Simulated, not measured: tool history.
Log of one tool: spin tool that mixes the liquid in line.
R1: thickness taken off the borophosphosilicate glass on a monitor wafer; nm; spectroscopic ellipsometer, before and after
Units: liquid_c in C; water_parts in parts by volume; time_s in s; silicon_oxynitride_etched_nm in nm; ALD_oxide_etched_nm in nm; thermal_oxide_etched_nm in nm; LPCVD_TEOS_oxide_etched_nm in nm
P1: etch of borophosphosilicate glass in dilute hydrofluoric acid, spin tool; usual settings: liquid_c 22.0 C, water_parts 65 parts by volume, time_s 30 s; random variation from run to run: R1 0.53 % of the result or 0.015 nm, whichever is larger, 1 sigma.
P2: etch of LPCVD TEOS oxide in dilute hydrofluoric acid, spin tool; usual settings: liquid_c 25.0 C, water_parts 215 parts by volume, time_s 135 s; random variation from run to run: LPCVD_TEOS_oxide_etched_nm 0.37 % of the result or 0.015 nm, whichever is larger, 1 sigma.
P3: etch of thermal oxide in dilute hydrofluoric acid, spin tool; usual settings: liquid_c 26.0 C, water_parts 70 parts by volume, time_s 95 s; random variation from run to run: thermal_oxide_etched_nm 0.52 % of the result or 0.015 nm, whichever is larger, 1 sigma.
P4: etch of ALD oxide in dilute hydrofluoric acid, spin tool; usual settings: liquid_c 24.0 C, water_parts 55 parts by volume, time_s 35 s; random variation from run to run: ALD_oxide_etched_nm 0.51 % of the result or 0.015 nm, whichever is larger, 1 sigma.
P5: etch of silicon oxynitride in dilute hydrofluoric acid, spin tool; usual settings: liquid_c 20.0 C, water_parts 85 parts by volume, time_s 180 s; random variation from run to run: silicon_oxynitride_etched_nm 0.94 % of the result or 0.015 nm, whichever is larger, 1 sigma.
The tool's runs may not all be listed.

{"run": 1, "hour": 12.4, "process": "P1", "liquid_c": 22.0, "water_parts": 65, "time_s": 30, "R1": 22.604}
{"run": 2, "hour": 22.9, "process": "P1", "liquid_c": 22.0, "water_parts": 65, "time_s": 30, "R1": 22.848}
{"run": 3, "hour": 39.9, "process": "P5", "liquid_c": 28.0, "water_parts": 85, "time_s": 180, "silicon_oxynitride_etched_nm": 4.2234}
{"run": 4, "hour": 51.4, "process": "P4", "liquid_c": 24.0, "water_parts": 55, "time_s": 35, "ALD_oxide_etched_nm": 8.8564}
{"run": 5, "hour": 59.6, "process": "P4", "liquid_c": 24.0, "water_parts": 55, "time_s": 60, "ALD_oxide_etched_nm": 15.255}
{"run": 6, "hour": 71.8, "process": "P1", "liquid_c": 22.0, "water_parts": 25, "time_s": 30, "R1": 61.605}
{"run": 7, "hour": 80.3, "process": "P1", "liquid_c": 22.0, "water_parts": 100, "time_s": 30, "R1": 14.129}
{"run": 8, "hour": 97.2, "process": "P5", "liquid_c": 20.0, "water_parts": 45, "time_s": 180, "silicon_oxynitride_etched_nm": 5.6004}
{"run": 9, "hour": 109.1, "process": "P1", "liquid_c": 17.0, "water_parts": 65, "time_s": 30, "R1": 18.393}
{"run": 10, "hour": 121.2, "process": "P1", "liquid_c": 22.0, "water_parts": 65, "time_s": 60, "R1": 45.193}
{"run": 11, "hour": 130.4, "process": "P3", "liquid_c": 26.0, "water_parts": 70, "time_s": 20, "thermal_oxide_etched_nm": 1.5038}
{"run": 12, "hour": 143.3, "process": "P4", "liquid_c": 17.0, "water_parts": 55, "time_s": 35, "ALD_oxide_etched_nm": 6.6879}
{"run": 13, "hour": 155.0, "process": "P1", "liquid_c": 22.0, "water_parts": 65, "time_s": 30, "R1": 22.771}
{"run": 14, "hour": 164.4, "process": "P1", "liquid_c": 22.0, "water_parts": 65, "time_s": 15, "R1": 11.266}
{"run": 15, "hour": 174.9, "process": "P1", "liquid_c": 22.0, "water_parts": 65, "time_s": 30, "R1": 22.745}
{"run": 16, "hour": 190.5, "process": "P2", "liquid_c": 25.0, "water_parts": 215, "time_s": 135, "LPCVD_TEOS_oxide_etched_nm": 17.164}
{"run": 17, "hour": 203.4, "process": "P1", "liquid_c": 22.0, "water_parts": 110, "time_s": 15, "R1": 6.4243}
{"run": 18, "hour": 216.5, "process": "P5", "liquid_c": 20.0, "water_parts": 85, "time_s": 180, "silicon_oxynitride_etched_nm": 2.9311}
{"run": 19, "hour": 228.4, "process": "P5", "liquid_c": 20.0, "water_parts": 85, "time_s": 45, "silicon_oxynitride_etched_nm": 0.72984}
{"run": 20, "hour": 243.2, "process": "P1", "liquid_c": 22.0, "water_parts": 65, "time_s": 30, "R1": 22.625}
{"run": 21, "hour": 255.6, "process": "P3", "liquid_c": 33.5, "water_parts": 70, "time_s": 95, "thermal_oxide_etched_nm": 9.5703}
{"run": 22, "hour": 272.8, "process": "P2", "liquid_c": 25.0, "water_parts": 390, "time_s": 135, "LPCVD_TEOS_oxide_etched_nm": 7.9736}
{"run": 23, "hour": 286.2, "process": "P5", "liquid_c": 20.0, "water_parts": 85, "time_s": 180, "silicon_oxynitride_etched_nm": 2.913}
{"run": 24, "hour": 299.4, "process": "P4", "liquid_c": 24.0, "water_parts": 30, "time_s": 35, "ALD_oxide_etched_nm": 16.889}
{"run": 25, "hour": 308.7, "process": "P3", "liquid_c": 26.0, "water_parts": 30, "time_s": 95, "thermal_oxide_etched_nm": 17.54}
{"run": 26, "hour": 319.3, "process": "P1", "liquid_c": 22.0, "water_parts": 65, "time_s": 30, "R1": 22.554}
{"run": 27, "hour": 333.8, "process": "P4", "liquid_c": 24.0, "water_parts": 55, "time_s": 35, "ALD_oxide_etched_nm": 8.9107}
{"run": 28, "hour": 344.6, "process": "P2", "liquid_c": 25.0, "water_parts": 215, "time_s": 135, "LPCVD_TEOS_oxide_etched_nm": 17.271}
{"run": 29, "hour": 356.3, "process": "P1", "liquid_c": 29.0, "water_parts": 65, "time_s": 30, "R1": 30.077}
{"run": 30, "hour": 367.7, "process": "P2", "liquid_c": 21.5, "water_parts": 215, "time_s": 135, "LPCVD_TEOS_oxide_etched_nm": 15.201}
{"run": 31, "hour": 375.9, "process": "P1", "liquid_c": 22.0, "water_parts": 40, "time_s": 60, "R1": 76.758}
{"run": 32, "hour": 390.0, "process": "P2", "liquid_c": 25.0, "water_parts": 215, "time_s": 60, "LPCVD_TEOS_oxide_etched_nm": 7.6737}
{"run": 33, "hour": 405.8, "process": "P3", "liquid_c": 26.0, "water_parts": 70, "time_s": 95, "thermal_oxide_etched_nm": 7.166}
{"run": 34, "hour": 414.4, "process": "P1", "liquid_c": 22.0, "water_parts": 65, "time_s": 30, "R1": 22.807}
{"run": 35, "hour": 427.5, "process": "P1", "liquid_c": 22.0, "water_parts": 65, "time_s": 30, "R1": 23.243}
{"run": 36, "hour": 439.3, "process": "P1", "liquid_c": 22.0, "water_parts": 65, "time_s": 30, "R1": 23.918}
{"run": 37, "hour": 452.2, "process": "P1", "liquid_c": 22.0, "water_parts": 65, "time_s": 30, "R1": 24.083}
{"run": 38, "hour": 461.4, "process": "P1", "liquid_c": 22.0, "water_parts": 65, "time_s": 30, "R1": 24.072}
{"run": 39, "hour": 476.5, "process": "P1", "liquid_c": 22.0, "water_parts": 65, "time_s": 30, "R1": 24.271}
{"run": 40, "hour": 489.8, "process": "P1", "liquid_c": 22.0, "water_parts": 65, "time_s": 30, "R1": 24.631}
{"run": 41, "hour": 501.0, "process": "P1", "liquid_c": 22.0, "water_parts": 65, "time_s": 30, "R1": 24.285}
{"run": 42, "hour": 514.6, "process": "P1", "liquid_c": 22.0, "water_parts": 65, "time_s": 30, "R1": 24.56}

What P1 gives has crept away from where it was. These 2 causes fit the log equally well, each at the size given:
A: liquid hotter than its thermometer reads (K) = 1.87
B: hydrofluoric acid flow above the setpoint (%) = 7.36
The creep began at about hour 414.4.

4 check runs are offered, one wafer each, their results left as question marks. Which one tells the causes apart?
{"run": "check 1", "hour": 528.2, "process": "P4", "liquid_c": 24.0, "water_parts": 55, "time_s": 50, "ALD_oxide_etched_nm": "?"}
{"run": "check 2", "hour": 528.2, "process": "P2", "liquid_c": 25.0, "water_parts": 375, "time_s": 135, "LPCVD_TEOS_oxide_etched_nm": "?"}
{"run": "check 3", "hour": 528.2, "process": "P5", "liquid_c": 28.0, "water_parts": 85, "time_s": 180, "silicon_oxynitride_etched_nm": "?"}
{"run": "check 4", "hour": 528.2, "process": "P3", "liquid_c": 32.0, "water_parts": 70, "time_s": 95, "thermal_oxide_etched_nm": "?"}

What each check would give under each cause:
check=check_1 result=ALD_oxide_etched_nm if_A=13.7720 if_B=13.7710
check=check_2 result=LPCVD_TEOS_oxide_etched_nm if_A=8.9396 if_B=9.2540
check=check_3 result=silicon_oxynitride_etched_nm if_A=4.59250 if_B=4.55220
check=check_4 result=thermal_oxide_etched_nm if_A=9.6743 if_B=9.7551
How far apart the two closest causes lie, in the result that separates them most: check 1 0.01 %; check 2 3.46 %; check 3 0.88 %; check 4 0.83 %
Check 2 tells the causes apart: in the others they would give nearly the same result.

Then check 2 was run and gave: LPCVD_TEOS_oxide_etched_nm 8.9847 nm. Which cause is it?

It is A: liquid hotter than its thermometer reads (K).

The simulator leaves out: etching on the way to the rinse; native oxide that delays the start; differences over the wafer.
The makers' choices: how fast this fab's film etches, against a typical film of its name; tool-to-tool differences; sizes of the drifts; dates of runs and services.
